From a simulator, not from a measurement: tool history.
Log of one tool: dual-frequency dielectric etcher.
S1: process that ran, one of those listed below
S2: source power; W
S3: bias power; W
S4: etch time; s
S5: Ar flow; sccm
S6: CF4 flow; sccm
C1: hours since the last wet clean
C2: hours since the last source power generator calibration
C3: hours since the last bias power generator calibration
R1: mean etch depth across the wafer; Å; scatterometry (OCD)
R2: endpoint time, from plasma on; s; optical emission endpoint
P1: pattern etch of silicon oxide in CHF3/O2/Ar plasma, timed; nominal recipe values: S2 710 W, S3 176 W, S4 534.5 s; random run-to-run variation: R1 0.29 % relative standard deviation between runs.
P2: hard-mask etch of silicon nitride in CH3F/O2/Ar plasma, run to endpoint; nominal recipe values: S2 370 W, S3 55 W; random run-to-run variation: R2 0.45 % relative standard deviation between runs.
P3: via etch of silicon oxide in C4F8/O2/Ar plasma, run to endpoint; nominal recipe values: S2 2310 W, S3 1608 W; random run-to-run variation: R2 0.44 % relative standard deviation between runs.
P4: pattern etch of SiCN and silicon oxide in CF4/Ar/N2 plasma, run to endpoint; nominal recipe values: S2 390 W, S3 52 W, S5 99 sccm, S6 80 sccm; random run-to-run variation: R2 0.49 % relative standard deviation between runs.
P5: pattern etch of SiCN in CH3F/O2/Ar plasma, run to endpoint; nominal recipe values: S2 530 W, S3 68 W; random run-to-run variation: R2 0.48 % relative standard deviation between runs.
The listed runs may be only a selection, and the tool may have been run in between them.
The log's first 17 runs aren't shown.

run    day  S1    S2    S3     S4  S5  S6     C1     C2      C3     R1      R2
 18  3.958  P1   710   176  534.5          416.5   64.2  1453.3  11403
 19  4.112  P1   710   119  534.5          420.2   67.9    1457  10104
 20  4.417  P2   370    37                 427.5   75.2  1464.3         89.434
 21  4.558  P5   530    49                 430.9   78.6  1467.7         30.462
 22  4.746  P3  2310  2177                 435.4   83.1  1472.2         251.37
 23  4.983  P1   710   176  534.5          441.1   88.8  1477.9  11432
 24   5.15  P4   390    52         99  80  445.1   92.8  1481.9         12.763
 25  5.354  P3  2310  1608                   450   97.7  1486.8         272.86
 26  5.621  P4   390    52         99  80  456.4  104.1  1493.2         12.596

Run 27 is up next; what results do you expect?
 27  5.854  P2  370  55              462  109.7  1498.8       ?

R2: 79.366 s
